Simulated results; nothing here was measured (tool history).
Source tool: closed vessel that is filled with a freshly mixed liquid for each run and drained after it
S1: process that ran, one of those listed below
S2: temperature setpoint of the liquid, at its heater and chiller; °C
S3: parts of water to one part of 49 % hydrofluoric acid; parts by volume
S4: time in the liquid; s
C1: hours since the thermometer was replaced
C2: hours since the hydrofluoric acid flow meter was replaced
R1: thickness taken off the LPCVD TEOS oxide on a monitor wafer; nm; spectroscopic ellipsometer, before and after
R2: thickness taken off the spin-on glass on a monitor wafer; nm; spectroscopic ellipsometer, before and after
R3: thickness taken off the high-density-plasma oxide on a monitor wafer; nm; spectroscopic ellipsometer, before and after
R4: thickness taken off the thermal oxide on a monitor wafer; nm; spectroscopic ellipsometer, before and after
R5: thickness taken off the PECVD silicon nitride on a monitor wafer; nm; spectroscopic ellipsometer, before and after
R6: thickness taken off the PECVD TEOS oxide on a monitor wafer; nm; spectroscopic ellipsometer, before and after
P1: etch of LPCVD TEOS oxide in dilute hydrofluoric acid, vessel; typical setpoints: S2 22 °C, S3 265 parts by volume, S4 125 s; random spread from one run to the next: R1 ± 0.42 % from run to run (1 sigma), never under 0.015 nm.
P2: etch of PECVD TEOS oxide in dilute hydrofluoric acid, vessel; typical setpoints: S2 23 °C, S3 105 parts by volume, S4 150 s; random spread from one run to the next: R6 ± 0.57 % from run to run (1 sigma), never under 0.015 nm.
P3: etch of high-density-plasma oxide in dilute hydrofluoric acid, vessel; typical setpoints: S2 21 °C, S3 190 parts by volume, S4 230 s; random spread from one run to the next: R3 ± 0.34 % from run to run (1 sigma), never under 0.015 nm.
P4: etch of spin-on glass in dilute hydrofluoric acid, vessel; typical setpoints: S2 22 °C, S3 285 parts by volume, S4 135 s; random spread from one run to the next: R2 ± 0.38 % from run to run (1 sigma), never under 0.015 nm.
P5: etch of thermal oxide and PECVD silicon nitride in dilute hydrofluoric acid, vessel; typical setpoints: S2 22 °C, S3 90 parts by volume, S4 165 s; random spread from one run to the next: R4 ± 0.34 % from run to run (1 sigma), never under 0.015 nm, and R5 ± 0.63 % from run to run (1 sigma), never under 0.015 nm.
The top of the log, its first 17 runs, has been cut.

| run | day | S1 | S2 | S3 | S4 | C1 | C2 | R1 | R2 | R3 | R4 | R5 | R6 |
|---|---|---|---|---|---|---|---|---|---|---|---|---|---|
| 18 | 6.612 | P4 | 22 | 285 | 135 | 551.8 | 1031.6 |  | 20.057 |  |  |  |  |
| 19 | 6.925 | P4 | 22 | 285 | 255 | 559.3 | 1039.1 |  | 37.968 |  |  |  |  |
| 20 | 7.358 | P5 | 22 | 90 | 165 | 569.7 | 1049.5 |  |  |  | 7.9488 | 3.348 |  |
| 21 | 7.875 | P1 | 22 | 265 | 235 | 582.1 | 1061.9 | 16.18 |  |  |  |  |  |
| 22 | 8.175 | P3 | 21 | 335 | 230 | 589.3 | 1069.1 |  |  | 3.7684 |  |  |  |
| 23 | 8.454 | P2 | 23 | 105 | 150 | 596 | 1075.8 |  |  |  |  |  | 15.261 |
| 24 | 8.742 | P2 | 30.5 | 105 | 150 | 602.9 | 1082.7 |  |  |  |  |  | 20.111 |
| 25 | 9.05 | P2 | 23 | 105 | 300 | 610.3 | 1090.1 |  |  |  |  |  | 30.067 |
| 26 | 9.333 | P2 | 23 | 170 | 150 | 617.1 | 1096.9 |  |  |  |  |  | 8.6804 |

Run 27 is up next; what results do you expect?
| 27 | 9.558 | P1 | 22 | 265 | 125 | 622.5 | 1102.3 | ? |  |  |  |  |  |

Run 27 produced R1 8.5706 nm.
